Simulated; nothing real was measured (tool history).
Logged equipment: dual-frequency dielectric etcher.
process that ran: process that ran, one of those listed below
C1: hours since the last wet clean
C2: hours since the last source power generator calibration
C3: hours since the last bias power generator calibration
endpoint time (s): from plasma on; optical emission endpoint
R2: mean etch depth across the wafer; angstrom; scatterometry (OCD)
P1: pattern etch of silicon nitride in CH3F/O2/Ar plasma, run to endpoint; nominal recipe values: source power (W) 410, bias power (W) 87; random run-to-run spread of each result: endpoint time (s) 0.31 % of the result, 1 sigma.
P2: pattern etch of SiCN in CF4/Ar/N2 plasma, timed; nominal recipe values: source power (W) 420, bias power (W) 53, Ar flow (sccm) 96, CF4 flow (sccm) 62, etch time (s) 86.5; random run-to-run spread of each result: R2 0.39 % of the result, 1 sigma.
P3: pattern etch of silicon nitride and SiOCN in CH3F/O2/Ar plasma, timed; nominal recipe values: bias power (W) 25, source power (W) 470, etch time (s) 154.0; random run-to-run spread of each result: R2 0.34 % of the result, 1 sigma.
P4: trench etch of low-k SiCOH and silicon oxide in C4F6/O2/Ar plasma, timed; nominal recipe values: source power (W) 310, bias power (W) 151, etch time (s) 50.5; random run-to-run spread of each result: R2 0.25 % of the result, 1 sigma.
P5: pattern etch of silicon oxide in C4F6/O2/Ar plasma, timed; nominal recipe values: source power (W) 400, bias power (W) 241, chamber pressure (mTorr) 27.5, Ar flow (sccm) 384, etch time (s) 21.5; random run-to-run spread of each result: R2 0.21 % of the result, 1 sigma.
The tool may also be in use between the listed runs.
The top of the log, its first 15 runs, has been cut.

run 16 day=3.338 | process_that_ran=P5 source_power_(W)=400 bias_power_(W)=241 etch_time_(s)=21.5 chamber_pressure_(mTorr)=34.0 Ar_flow_(sccm)=384 | C1=199.1 C2=1703.8 C3=25.8 | R2=718.57
run 17 day=3.571 | process_that_ran=P4 source_power_(W)=210 bias_power_(W)=151 etch_time_(s)=50.5 | C1=204.7 C2=1709.4 C3=31.4 | R2=1212.10
run 18 day=3.738 | process_that_ran=P1 source_power_(W)=410 bias_power_(W)=87 | C1=208.7 C2=1713.4 C3=35.4 | endpoint_time_(s)=47.780
run 19 day=4.004 | process_that_ran=P5 source_power_(W)=400 bias_power_(W)=241 etch_time_(s)=13.5 chamber_pressure_(mTorr)=27.5 Ar_flow_(sccm)=384 | C1=215.1 C2=1719.8 C3=41.8 | R2=461.26
run 20 day=4.196 | process_that_ran=P3 source_power_(W)=470 bias_power_(W)=25 etch_time_(s)=101.5 | C1=219.7 C2=1724.4 C3=46.4 | R2=149.21
run 21 day=4.492 | process_that_ran=P5 source_power_(W)=290 bias_power_(W)=241 etch_time_(s)=21.5 chamber_pressure_(mTorr)=27.5 Ar_flow_(sccm)=384 | C1=226.8 C2=1731.5 C3=53.5 | R2=650.60
run 22 day=4.721 | process_that_ran=P2 source_power_(W)=420 bias_power_(W)=53 etch_time_(s)=86.5 Ar_flow_(sccm)=136 CF4_flow_(sccm)=62 | C1=232.3 C2=1737.0 C3=59.0 | R2=580.40
run 23 day=4.996 | process_that_ran=P2 source_power_(W)=320 bias_power_(W)=53 etch_time_(s)=86.5 Ar_flow_(sccm)=96 CF4_flow_(sccm)=62 | C1=238.9 C2=1743.6 C3=65.6 | R2=484.62
run 24 day=5.200 | process_that_ran=P4 source_power_(W)=310 bias_power_(W)=151 etch_time_(s)=50.5 | C1=243.8 C2=1748.5 C3=70.5 | R2=1413.30
run 25 day=5.425 | process_that_ran=P3 source_power_(W)=470 bias_power_(W)=25 etch_time_(s)=154.0 | C1=249.2 C2=1753.9 C3=75.9 | R2=227.19
run 26 day=5.638 | process_that_ran=P1 source_power_(W)=410 bias_power_(W)=87 | C1=254.3 C2=1759.0 C3=81.0 | endpoint_time_(s)=47.538
-- day=5.658 wet clean of the chamber
run 27 day=5.788 | process_that_ran=P1 source_power_(W)=410 bias_power_(W)=70 | C1=3.2 C2=1762.6 C3=84.6 | endpoint_time_(s)=51.415
run 28 day=5.950 | process_that_ran=P1 source_power_(W)=410 bias_power_(W)=87 | C1=7.1 C2=1766.5 C3=88.5 | endpoint_time_(s)=47.424
run 29 day=6.238 | process_that_ran=P1 source_power_(W)=550 bias_power_(W)=61 | C1=14.0 C2=1773.4 C3=95.4 | endpoint_time_(s)=48.028
run 30 day=6.467 | process_that_ran=P2 source_power_(W)=420 bias_power_(W)=53 etch_time_(s)=115.5 Ar_flow_(sccm)=96 CF4_flow_(sccm)=62 | C1=19.5 C2=1778.9 C3=100.9 | R2=820.09
run 31 day=6.696 | process_that_ran=P1 source_power_(W)=330 bias_power_(W)=87 | C1=25.0 C2=1784.4 C3=106.4 | endpoint_time_(s)=51.862
run 32 day=6.888 | process_that_ran=P1 source_power_(W)=410 bias_power_(W)=87 | C1=29.6 C2=1789.0 C3=111.0 | endpoint_time_(s)=47.557
run 33 day=7.142 | process_that_ran=P1 source_power_(W)=410 bias_power_(W)=87 | C1=35.7 C2=1795.1 C3=117.1 | endpoint_time_(s)=47.835
run 34 day=7.312 | process_that_ran=P1 source_power_(W)=410 bias_power_(W)=87 | C1=39.8 C2=1799.2 C3=121.2 | endpoint_time_(s)=47.913
run 35 day=7.475 | process_that_ran=P1 source_power_(W)=410 bias_power_(W)=87 | C1=43.7 C2=1803.1 C3=125.1 | endpoint_time_(s)=48.211

Predict the results of run 36:
run 36 day=7.654 | process_that_ran=P1 source_power_(W)=410 bias_power_(W)=87 | C1=48.0 C2=1807.4 C3=129.4 | endpoint_time_(s)=?

{"run 36": {"endpoint time (s)": 48.522}}

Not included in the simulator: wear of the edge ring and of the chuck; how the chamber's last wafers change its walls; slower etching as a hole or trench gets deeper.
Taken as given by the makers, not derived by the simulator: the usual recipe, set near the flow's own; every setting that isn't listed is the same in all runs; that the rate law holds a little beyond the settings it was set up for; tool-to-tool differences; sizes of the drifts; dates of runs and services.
